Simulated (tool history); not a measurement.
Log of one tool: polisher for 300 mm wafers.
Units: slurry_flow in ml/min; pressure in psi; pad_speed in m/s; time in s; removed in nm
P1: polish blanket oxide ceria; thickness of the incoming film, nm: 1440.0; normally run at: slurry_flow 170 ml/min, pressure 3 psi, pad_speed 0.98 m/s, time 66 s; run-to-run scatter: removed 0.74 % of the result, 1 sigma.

run,hour,slurry_flow,pressure,pad_speed,time,wafers polished on this pad,hours since the slurry nozzle was cleaned,hours since the head pressure was calibrated,removed
1,8.2,170,3,0.98,66,403,117.2,289.8,233.79
2,12.8,170,2,0.98,50,460,121.8,294.4,117.63
3,19.7,170,3,0.44,66,546,128.7,301.3,103.68
# hour 23.7: worn pad replaced by a new one
4,26.4,230,3,0.98,66,34,135.4,308,239.25
5,33,170,3,0.98,47,117,142,314.6,164.73
6,38.1,170,3,1.26,66,180,147.1,319.7,296.43
7,42.9,170,3,0.98,66,240,151.9,324.5,236.09
8,50.5,170,3,0.98,96,335,159.5,332.1,340.34
9,56.3,170,3,0.98,66,408,165.3,337.9,235.37
10,63.9,170,3,0.98,66,503,172.9,345.5,231.18
# hour 68.9: slurry nozzle cleaned
11,69.1,170,1.5,0.98,66,567,0.3,350.7,118.05
12,75.9,170,4.1,0.98,66,652,7.1,357.5,319.27
13,83,125,1.7,0.98,66,741,14.2,364.6,125.58
14,87.1,100,3,0.98,66,792,18.3,368.7,213.27

Forecast run 15:
15,94.4,170,3,0.98,66,883,25.6,376,?

removed: 232.92 nm
